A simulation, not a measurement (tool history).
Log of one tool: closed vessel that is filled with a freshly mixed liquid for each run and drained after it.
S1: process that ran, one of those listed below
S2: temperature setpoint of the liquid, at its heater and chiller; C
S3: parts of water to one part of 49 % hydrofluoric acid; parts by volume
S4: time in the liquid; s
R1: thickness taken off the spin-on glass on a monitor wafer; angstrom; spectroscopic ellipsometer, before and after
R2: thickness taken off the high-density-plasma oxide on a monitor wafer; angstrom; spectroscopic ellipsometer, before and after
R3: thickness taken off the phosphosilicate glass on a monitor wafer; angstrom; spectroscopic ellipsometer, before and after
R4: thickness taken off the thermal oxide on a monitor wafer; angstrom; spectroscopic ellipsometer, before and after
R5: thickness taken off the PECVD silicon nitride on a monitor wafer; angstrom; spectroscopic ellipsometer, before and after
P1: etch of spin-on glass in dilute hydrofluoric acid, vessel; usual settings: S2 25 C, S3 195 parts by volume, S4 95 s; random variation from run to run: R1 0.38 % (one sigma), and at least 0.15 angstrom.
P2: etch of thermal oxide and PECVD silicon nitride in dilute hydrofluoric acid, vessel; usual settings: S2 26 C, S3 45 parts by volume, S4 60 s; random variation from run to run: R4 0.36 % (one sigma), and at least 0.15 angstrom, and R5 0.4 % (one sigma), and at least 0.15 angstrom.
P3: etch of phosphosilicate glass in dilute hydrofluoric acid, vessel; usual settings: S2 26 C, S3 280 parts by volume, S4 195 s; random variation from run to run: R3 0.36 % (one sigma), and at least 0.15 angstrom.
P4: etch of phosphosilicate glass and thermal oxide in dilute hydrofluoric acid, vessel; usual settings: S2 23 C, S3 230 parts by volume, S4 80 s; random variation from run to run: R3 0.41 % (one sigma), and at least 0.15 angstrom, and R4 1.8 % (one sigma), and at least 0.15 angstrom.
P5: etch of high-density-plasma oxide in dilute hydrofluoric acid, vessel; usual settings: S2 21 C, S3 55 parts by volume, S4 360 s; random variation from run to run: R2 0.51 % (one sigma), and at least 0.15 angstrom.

run 1 hour=5.1 | S1=P1 S2=25 S3=195 S4=95 | R1=166.36
run 2 hour=14.1 | S1=P5 S2=21 S3=55 S4=360 | R2=314.93
run 3 hour=20.8 | S1=P3 S2=26 S3=280 S4=195 | R3=432.19
run 4 hour=28.9 | S1=P4 S2=23 S3=230 S4=40 | R3=267.49 R4=6.9436
run 5 hour=36.1 | S1=P1 S2=25 S3=195 S4=95 | R1=166.21
run 6 hour=42 | S1=P2 S2=26 S3=20 S4=60 | R4=164.08 R5=191.06
run 7 hour=48 | S1=P3 S2=26 S3=115 S4=195 | R3=1270.7
run 8 hour=56.6 | S1=P4 S2=23 S3=230 S4=80 | R3=536.74 R4=13.557
run 9 hour=62.2 | S1=P3 S2=26 S3=280 S4=195 | R3=432.57
run 10 hour=69.7 | S1=P4 S2=17 S3=230 S4=80 | R3=430.21 R4=10.925
run 11 hour=79.1 | S1=P1 S2=17.5 S3=195 S4=95 | R1=125.49
run 12 hour=83.7 | S1=P1 S2=25 S3=75 S4=95 | R1=502.66
run 13 hour=89.9 | S1=P5 S2=21 S3=55 S4=50 | R2=43.716
run 14 hour=96 | S1=P1 S2=25 S3=195 S4=95 | R1=167.3
run 15 hour=101.3 | S1=P4 S2=23 S3=345 S4=80 | R3=320.41 R4=7.6908
-- hour=110.4 thermometer replaced
run 16 hour=110.7 | S1=P1 S2=25 S3=195 S4=180 | R1=316.07
run 17 hour=117.1 | S1=P1 S2=25 S3=290 S4=95 | R1=101.82
run 18 hour=122 | S1=P5 S2=27.5 S3=55 S4=360 | R2=407.76
run 19 hour=131.2 | S1=P1 S2=33 S3=195 S4=155 | R1=360.16
run 20 hour=140 | S1=P1 S2=25 S3=195 S4=95 | R1=166.11
run 21 hour=147.9 | S1=P2 S2=26 S3=45 S4=30 | R4=35.209 R5=44.097
run 22 hour=153.2 | S1=P2 S2=29.5 S3=45 S4=60 | R4=81.122 R5=109.98
run 23 hour=162.8 | S1=P3 S2=19 S3=280 S4=195 | R3=335.55
run 24 hour=168 | S1=P5 S2=21 S3=55 S4=360 | R2=314.79
run 25 hour=174.6 | S1=P1 S2=25 S3=195 S4=95 | R1=165.32
run 26 hour=181.3 | S1=P1 S2=25 S3=195 S4=95 | R1=167.03
-- hour=189.4 hydrofluoric acid flow meter replaced
run 27 hour=189.7 | S1=P1 S2=25 S3=195 S4=30 | R1=52.583
run 28 hour=196.7 | S1=P3 S2=26 S3=280 S4=305 | R3=675.49
run 29 hour=202.1 | S1=P1 S2=30.5 S3=195 S4=95 | R1=201.74
run 30 hour=208.3 | S1=P5 S2=21 S3=95 S4=360 | R2=173.14
run 31 hour=215 | S1=P4 S2=23 S3=230 S4=80 | R3=540.11 R4=13.74
run 32 hour=221.8 | S1=P2 S2=26 S3=45 S4=60 | R4=70.582 R5=87.568
run 33 hour=231.1 | S1=P1 S2=25 S3=195 S4=95 | R1=167.8
run 34 hour=236.9 | S1=P1 S2=25 S3=195 S4=95 | R1=171.2
run 35 hour=245.6 | S1=P1 S2=25 S3=195 S4=95 | R1=176.6
run 36 hour=250.5 | S1=P1 S2=25 S3=195 S4=95 | R1=178.94
run 37 hour=256.9 | S1=P1 S2=25 S3=195 S4=95 | R1=180.49
run 38 hour=265.4 | S1=P1 S2=25 S3=195 S4=95 | R1=180.72
run 39 hour=271.3 | S1=P1 S2=25 S3=195 S4=95 | R1=180.42
run 40 hour=279.3 | S1=P1 S2=25 S3=195 S4=95 | R1=181.22

What P1 gives has crept away from where it was. These 2 causes fit the log equally well, each at the size given:
A: hydrofluoric acid flow above the setpoint (%) = 7.03
B: liquid hotter than its thermometer reads (K) = 2.28
The creep began at about hour 231.1.

4 check runs are offered, one wafer each, their results left as question marks. Which one tells the causes apart?
run check 1 hour=287.3 | S1=P2 S2=26 S3=45 S4=30 | R4=? R5=?
run check 2 hour=287.3 | S1=P4 S2=20 S3=230 S4=80 | R3=? R4=?
run check 3 hour=287.3 | S1=P5 S2=26.5 S3=90 S4=360 | R2=?
run check 4 hour=287.3 | S1=P3 S2=26 S3=125 S4=195 | R3=?

What each check would give under each cause:
check=check_1 result=R4 if_A=37.834 if_B=38.588
check=check_1 result=R5 if_A=46.765 if_B=50.863
check=check_2 result=R3 if_A=521.63 if_B=523.18
check=check_2 result=R4 if_A=13.16 if_B=13.199
check=check_3 result=R2 if_A=247.09 if_B=250.15
check=check_4 result=R3 if_A=1248.9 if_B=1258.7
How far apart the two closest causes lie, in the result that separates them most: check 1 8.4 %; check 2 0.3 %; check 3 1.23 %; check 4 0.79 %
Check 1 tells the causes apart: in the others they would give nearly the same result.

Then check 1 was run and gave: R4 38.471 angstrom; R5 50.502 angstrom. Which cause is it?

It is B: liquid hotter than its thermometer reads (K).
